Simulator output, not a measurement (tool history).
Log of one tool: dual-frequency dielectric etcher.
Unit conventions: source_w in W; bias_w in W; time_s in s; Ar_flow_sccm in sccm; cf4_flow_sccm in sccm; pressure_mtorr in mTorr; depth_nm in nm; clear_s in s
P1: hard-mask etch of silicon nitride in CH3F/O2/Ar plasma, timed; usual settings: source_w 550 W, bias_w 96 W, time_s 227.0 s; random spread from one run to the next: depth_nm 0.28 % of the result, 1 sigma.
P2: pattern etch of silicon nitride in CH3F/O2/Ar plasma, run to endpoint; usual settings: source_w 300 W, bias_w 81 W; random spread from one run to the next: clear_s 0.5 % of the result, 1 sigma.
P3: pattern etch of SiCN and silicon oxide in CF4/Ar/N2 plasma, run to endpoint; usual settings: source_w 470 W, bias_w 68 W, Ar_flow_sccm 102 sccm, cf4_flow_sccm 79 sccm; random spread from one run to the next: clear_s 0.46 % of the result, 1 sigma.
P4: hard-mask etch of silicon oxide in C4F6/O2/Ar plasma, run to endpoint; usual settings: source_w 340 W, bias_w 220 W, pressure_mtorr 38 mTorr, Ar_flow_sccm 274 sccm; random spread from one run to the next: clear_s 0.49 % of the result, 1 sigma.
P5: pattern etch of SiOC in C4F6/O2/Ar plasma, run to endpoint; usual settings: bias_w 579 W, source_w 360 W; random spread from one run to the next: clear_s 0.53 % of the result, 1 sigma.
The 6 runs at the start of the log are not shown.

run,hour,process,source_w,bias_w,time_s,Ar_flow_sccm,cf4_flow_sccm,pressure_mtorr,hours since the last wet clean,hours since the last source power generator calibration,hours since the last bias power generator calibration,depth_nm,clear_s
7,45.8,P1,550,96,177.0,,,,157.4,364.0,1653.3,148.64,
8,55.0,P4,250,220,,274,,38,166.6,373.2,1662.5,,62.167
9,62.9,P2,300,81,,,,,174.5,381.1,1670.4,,80.024
10,67.6,P4,340,220,,360,,38,179.2,385.8,1675.1,,56.878
11,75.4,P4,340,220,,274,,38,187.0,393.6,1682.9,,54.968
12,80.9,P3,470,68,,102,79,,192.5,399.1,1688.4,,12.134
13,88.5,P5,360,579,,,,,200.1,406.7,1696.0,,14.393
14,94.6,P1,550,96,227.0,,,,206.2,412.8,1702.1,190.17,
15,103.3,P1,550,96,227.0,,,,214.9,421.5,1710.8,190.08,
16,107.5,P1,370,96,227.0,,,,219.1,425.7,1715.0,164.07,
17,112.8,P5,360,768,,,,,224.4,431.0,1720.3,,12.960
18,120.8,P1,790,96,227.0,,,,232.4,439.0,1728.3,216.73,
19,125.1,P1,550,69,227.0,,,,236.7,443.3,1732.6,169.59,
20,134.3,P1,550,96,227.0,,,,245.9,452.5,1741.8,189.86,
21,139.3,P3,470,68,,102,106,,250.9,457.5,1746.8,,11.683
22,146.0,P3,470,68,,71,79,,257.6,464.2,1753.5,,11.592
23,152.4,P1,550,96,227.0,,,,264.0,470.6,1759.9,190.18,
24,161.6,P1,550,96,280.5,,,,273.2,479.8,1769.1,236.02,
# hour 165.7: wet clean of the chamber
25,166.1,P2,370,81,,,,,0.4,484.3,1773.6,,74.394
26,170.1,P4,340,290,,274,,38,4.4,488.3,1777.6,,49.981
27,174.1,P5,360,579,,,,,8.4,492.3,1781.6,,14.539
28,181.2,P4,340,220,,274,,50,15.5,499.4,1788.7,,56.776
29,189.6,P5,210,579,,,,,23.9,507.8,1797.1,,17.611

Run 30, settings as shown, results not yet in. Your forecast:
30,195.7,P1,550,96,227.0,,,,30.0,513.9,1803.2,?,

{"run 30": {"depth_nm": 189.47}}
